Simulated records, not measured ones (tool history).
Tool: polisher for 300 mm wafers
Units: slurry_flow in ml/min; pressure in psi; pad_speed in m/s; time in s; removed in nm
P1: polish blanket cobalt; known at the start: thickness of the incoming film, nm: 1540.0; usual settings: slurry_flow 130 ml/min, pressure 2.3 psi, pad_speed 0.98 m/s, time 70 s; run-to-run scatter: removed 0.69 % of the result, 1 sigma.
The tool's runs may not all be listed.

run 1 hour=10.0 | slurry_flow=130 pressure=2.3 pad_speed=0.98 time=70 | removed=486.66
run 2 hour=24.7 | slurry_flow=130 pressure=2.3 pad_speed=0.62 time=70 | removed=304.82
run 3 hour=35.0 | slurry_flow=130 pressure=1.0 pad_speed=0.98 time=70 | removed=214.20
run 4 hour=50.4 | slurry_flow=130 pressure=2.3 pad_speed=0.98 time=38 | removed=259.68
run 5 hour=57.8 | slurry_flow=130 pressure=2.3 pad_speed=0.98 time=70 | removed=481.21
run 6 hour=67.6 | slurry_flow=130 pressure=2.3 pad_speed=0.98 time=100 | removed=687.71
run 7 hour=81.2 | slurry_flow=195 pressure=2.3 pad_speed=0.98 time=70 | removed=521.18
run 8 hour=89.8 | slurry_flow=130 pressure=2.3 pad_speed=0.98 time=70 | removed=478.62
run 9 hour=98.0 | slurry_flow=130 pressure=1.2 pad_speed=1.36 time=70 | removed=350.41
run 10 hour=107.7 | slurry_flow=130 pressure=2.3 pad_speed=0.98 time=70 | removed=485.75
run 11 hour=116.9 | slurry_flow=130 pressure=2.3 pad_speed=0.98 time=70 | removed=479.03
run 12 hour=129.2 | slurry_flow=130 pressure=3.6 pad_speed=0.98 time=70 | removed=750.59
run 13 hour=138.7 | slurry_flow=130 pressure=2.3 pad_speed=1.40 time=70 | removed=695.96
run 14 hour=154.3 | slurry_flow=80 pressure=2.3 pad_speed=0.98 time=70 | removed=429.15
run 15 hour=162.5 | slurry_flow=130 pressure=2.3 pad_speed=0.98 time=70 | removed=486.45
run 16 hour=172.0 | slurry_flow=130 pressure=2.3 pad_speed=0.98 time=70 | removed=462.62
run 17 hour=184.0 | slurry_flow=130 pressure=2.3 pad_speed=0.98 time=70 | removed=447.69
run 18 hour=196.1 | slurry_flow=130 pressure=2.3 pad_speed=0.98 time=70 | removed=451.89
-- hour=201.9 head pressure recalibrated
run 19 hour=206.0 | slurry_flow=130 pressure=2.3 pad_speed=0.98 time=70 | removed=442.58
run 20 hour=216.5 | slurry_flow=130 pressure=2.3 pad_speed=0.98 time=70 | removed=448.12
run 21 hour=226.7 | slurry_flow=130 pressure=2.3 pad_speed=0.98 time=70 | removed=446.39

What P1 gives has crept away from where it was. These 2 causes fit the log equally well, each at the size given:
A: removal rate lost through wear of the pad, % = 7.79
B: slurry flow missing at the pad, % = 29.7
The creep began at about hour 162.5.
Why every other cause is out:
head's pressure below its setpoint, %: serviced at hour 201.9, which brought nothing back

4 check runs are offered, each on 5 wafers whose results are averaged, their results left as question marks. Which one tells the causes apart?
run check 1 hour=236.9 | slurry_flow=130 pressure=1.1 pad_speed=0.98 time=98 | removed=?
run check 2 hour=236.9 | slurry_flow=195 pressure=2.3 pad_speed=1.20 time=70 | removed=?
run check 3 hour=236.9 | slurry_flow=130 pressure=3.6 pad_speed=0.98 time=91 | removed=?
run check 4 hour=236.9 | slurry_flow=130 pressure=3.2 pad_speed=0.98 time=41 | removed=?

What each check would give under each cause:
check=check_1 result=removed if_A=298.47 if_B=298.51
check=check_2 result=removed if_A=583.12 if_B=597.97
check=check_3 result=removed if_A=907.04 if_B=907.15
check=check_4 result=removed if_A=363.26 if_B=363.30
How far apart the two closest causes lie, in the result that separates them most: check 1 0.01 %; check 2 2.51 %; check 3 0.01 %; check 4 0.01 %
Check 2 tells the causes apart: in the others they would give nearly the same result.

Check 2 was then run and gave: removed 580.77 nm. Which cause is it?

It is A: removal rate lost through wear of the pad, %.
